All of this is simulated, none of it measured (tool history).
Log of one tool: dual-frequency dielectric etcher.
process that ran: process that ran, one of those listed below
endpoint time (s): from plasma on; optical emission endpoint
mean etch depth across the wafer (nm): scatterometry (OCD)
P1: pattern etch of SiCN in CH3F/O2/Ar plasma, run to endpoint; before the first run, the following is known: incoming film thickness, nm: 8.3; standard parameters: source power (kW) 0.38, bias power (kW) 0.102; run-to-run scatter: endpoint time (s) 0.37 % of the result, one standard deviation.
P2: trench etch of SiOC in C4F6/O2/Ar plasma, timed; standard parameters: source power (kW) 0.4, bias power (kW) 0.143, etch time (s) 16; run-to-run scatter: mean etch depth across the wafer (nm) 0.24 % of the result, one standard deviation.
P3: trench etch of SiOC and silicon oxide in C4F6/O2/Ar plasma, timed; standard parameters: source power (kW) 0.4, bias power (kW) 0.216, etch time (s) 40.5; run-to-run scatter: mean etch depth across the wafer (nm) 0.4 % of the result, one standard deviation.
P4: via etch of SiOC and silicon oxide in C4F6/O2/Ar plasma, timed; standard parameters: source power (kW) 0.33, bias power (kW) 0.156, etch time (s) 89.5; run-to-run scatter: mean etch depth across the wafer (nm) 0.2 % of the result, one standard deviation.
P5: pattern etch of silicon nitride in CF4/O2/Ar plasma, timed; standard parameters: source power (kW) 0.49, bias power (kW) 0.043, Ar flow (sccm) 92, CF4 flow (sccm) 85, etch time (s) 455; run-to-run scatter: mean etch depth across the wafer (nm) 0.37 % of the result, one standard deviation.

| run | hour | process that ran | source power (kW) | bias power (kW) | Ar flow (sccm) | CF4 flow (sccm) | etch time (s) | hours since the last wet clean | hours since the last source power generator calibration | hours since the last bias power generator calibration | endpoint time (s) | mean etch depth across the wafer (nm) |
|---|---|---|---|---|---|---|---|---|---|---|---|---|
| 1 | 6 | P1 | 0.38 | 0.102 |  |  |  | 191.6 | 1397 | 915.9 | 19.833 |  |
| 2 | 13.6 | P5 | 0.49 | 0.043 | 92 | 115 | 455 | 199.2 | 1404.6 | 923.5 |  | 812.31 |
| 3 | 21.3 | P1 | 0.38 | 0.102 |  |  |  | 206.9 | 1412.3 | 931.2 | 19.772 |  |
| 4 | 28.3 | P1 | 0.38 | 0.121 |  |  |  | 213.9 | 1419.3 | 938.2 | 18.517 |  |
| 5 | 35.2 | P1 | 0.38 | 0.062 |  |  |  | 220.8 | 1426.2 | 945.1 | 23.601 |  |
| 6 | 42.1 | P1 | 0.27 | 0.136 |  |  |  | 227.7 | 1433.1 | 952 | 20.056 |  |
| 7 | 50.9 | P1 | 0.38 | 0.102 |  |  |  | 236.5 | 1441.9 | 960.8 | 19.769 |  |
| 8 | 56.7 | P4 | 0.33 | 0.156 |  |  | 89.5 | 242.3 | 1447.7 | 966.6 |  | 90.551 |
| 9 | 66 | P2 | 0.4 | 0.143 |  |  | 24 | 251.6 | 1457 | 975.9 |  | 45.155 |
| 10 | 71.9 | P5 | 0.49 | 0.043 | 66 | 85 | 455 | 257.5 | 1462.9 | 981.8 |  | 815.03 |
| 11 | 81.6 | P4 | 0.33 | 0.156 |  |  | 89.5 | 267.2 | 1472.6 | 991.5 |  | 90.83 |
| 12 | 90 | P3 | 0.4 | 0.216 |  |  | 53 | 275.6 | 1481 | 999.9 |  | 110.64 |
| 13 | 96.5 | P2 | 0.4 | 0.143 |  |  | 16 | 282.1 | 1487.5 | 1006.4 |  | 30.108 |
| 14 | 103.4 | P5 | 0.49 | 0.027 | 92 | 85 | 455 | 289 | 1494.4 | 1013.3 |  | 663.4 |
| 15 | 115.1 | P5 | 0.3 | 0.043 | 92 | 85 | 455 | 300.7 | 1506.1 | 1025 |  | 508.65 |
| 16 | 124.1 | P1 | 0.38 | 0.102 |  |  |  | 309.7 | 1515.1 | 1034 | 19.659 |  |
| 17 | 134.7 | P5 | 0.49 | 0.043 | 92 | 85 | 585 | 320.3 | 1525.7 | 1044.6 |  | 1007.8 |
| 18 | 142.6 | P4 | 0.33 | 0.206 |  |  | 89.5 | 328.2 | 1533.6 | 1052.5 |  | 99.284 |
| 19 | 155.4 | P2 | 0.3 | 0.143 |  |  | 16 | 341 | 1546.4 | 1065.3 |  | 26.915 |
| 20 | 168.1 | P4 | 0.44 | 0.156 |  |  | 89.5 | 353.7 | 1559.1 | 1078 |  | 101.02 |
| 21 | 174.8 | P3 | 0.4 | 0.216 |  |  | 40.5 | 360.4 | 1565.8 | 1084.7 |  | 84.322 |
| 22 | 182.4 | P1 | 0.22 | 0.102 |  |  |  | 368 | 1573.4 | 1092.3 | 23.984 |  |
| 23 | 195.3 | P5 | 0.49 | 0.043 | 92 | 85 | 455 | 380.9 | 1586.3 | 1105.2 |  | 778.62 |
| 24 | 201.8 | P1 | 0.27 | 0.119 |  |  |  | 387.4 | 1592.8 | 1111.7 | 21.176 |  |
| 25 | 211.5 | P2 | 0.4 | 0.182 |  |  | 16 | 397.1 | 1602.5 | 1121.4 |  | 32.285 |
| 26 | 219.9 | P1 | 0.24 | 0.084 |  |  |  | 405.5 | 1610.9 | 1129.8 | 25.119 |  |
| 27 | 231.8 | P1 | 0.49 | 0.102 |  |  |  | 417.4 | 1622.8 | 1141.7 | 18.04 |  |
| 28 | 244.6 | P3 | 0.4 | 0.154 |  |  | 40.5 | 430.2 | 1635.6 | 1154.5 |  | 75.416 |
| 29 | 256.7 | P4 | 0.33 | 0.156 |  |  | 133 | 442.3 | 1647.7 | 1166.6 |  | 134.25 |
| 30 | 265.6 | P3 | 0.25 | 0.216 |  |  | 40.5 | 451.2 | 1656.6 | 1175.5 |  | 69.854 |
| 31 | 272.9 | P1 | 0.38 | 0.102 |  |  |  | 458.5 | 1663.9 | 1182.8 | 19.682 |  |
| 32 | 284 | P1 | 0.38 | 0.102 |  |  |  | 469.6 | 1675 | 1193.9 | 19.674 |  |
| 33 | 295.9 | P1 | 0.38 | 0.102 |  |  |  | 481.5 | 1686.9 | 1205.8 | 19.89 |  |
| 34 | 305.2 | P1 | 0.38 | 0.102 |  |  |  | 490.8 | 1696.2 | 1215.1 | 20.027 |  |
| 35 | 313.2 | P1 | 0.38 | 0.102 |  |  |  | 498.8 | 1704.2 | 1223.1 | 20.169 |  |
|  | 322.1 | wet clean of the chamber |
| 36 | 322.4 | P1 | 0.38 | 0.102 |  |  |  | 0.3 | 1713.4 | 1232.3 | 20.031 |  |
| 37 | 330 | P1 | 0.38 | 0.102 |  |  |  | 7.9 | 1721 | 1239.9 | 20 |  |
| 38 | 341.4 | P1 | 0.38 | 0.102 |  |  |  | 19.3 | 1732.4 | 1251.3 | 20.039 |  |
| 39 | 350.4 | P1 | 0.38 | 0.102 |  |  |  | 28.3 | 1741.4 | 1260.3 | 20.188 |  |

What P1 gives has crept off from where it sat before. The 2 causes that follow fit the log equally well, each at the size noted:
A: bias power that arrives under what is set, % = 4.83
B: source power that arrives under what is set, % = 4.96
The drift started at roughly hour 284.
The rest of the possible causes, and what rules out each one:
chamber walls in a state that lowers the etch rate, %: serviced after onset, at hour 322.1, with no recovery of the prior output

Which of the 4 check runs listed below separates the causes, so that each cause would produce a clearly different result? Each run uses one wafer, and its results are marked with question marks.
| check 1 | 359.4 | P4 | 0.33 | 0.181 |  |  | 89.5 |  |  |  |  | ? |
| check 2 | 359.4 | P5 | 0.32 | 0.029 | 92 | 85 | 455 |  |  |  |  | ? |
| check 3 | 359.4 | P2 | 0.33 | 0.143 |  |  | 23.5 |  |  |  |  | ? |
| check 4 | 359.4 | P3 | 0.4 | 0.184 |  |  | 40.5 |  |  |  |  | ? |

Predicted outcomes, by check and by cause:
| check | result | if A | if B |
|---|---|---|---|
| check 1 | mean etch depth across the wafer (nm) | 93.568 | 93.239 |
| check 2 | mean etch depth across the wafer (nm) | 459.38 | 446.8 |
| check 3 | mean etch depth across the wafer (nm) | 40.406 | 40.206 |
| check 4 | mean etch depth across the wafer (nm) | 78.497 | 78.175 |
Distance between the nearest two causes, measured in the result of the check that separates them most: check 1 0.35 %; check 2 2.78 %; check 3 0.5 %; check 4 0.41 %
Only in check 2 would the causes give clearly different results; in the remaining checks their results would be nearly the same.

Then check 2 was run and gave: mean etch depth across the wafer (nm) 461.61. Which cause is it?

Of the candidate causes, it is A: bias power that arrives under what is set, %.

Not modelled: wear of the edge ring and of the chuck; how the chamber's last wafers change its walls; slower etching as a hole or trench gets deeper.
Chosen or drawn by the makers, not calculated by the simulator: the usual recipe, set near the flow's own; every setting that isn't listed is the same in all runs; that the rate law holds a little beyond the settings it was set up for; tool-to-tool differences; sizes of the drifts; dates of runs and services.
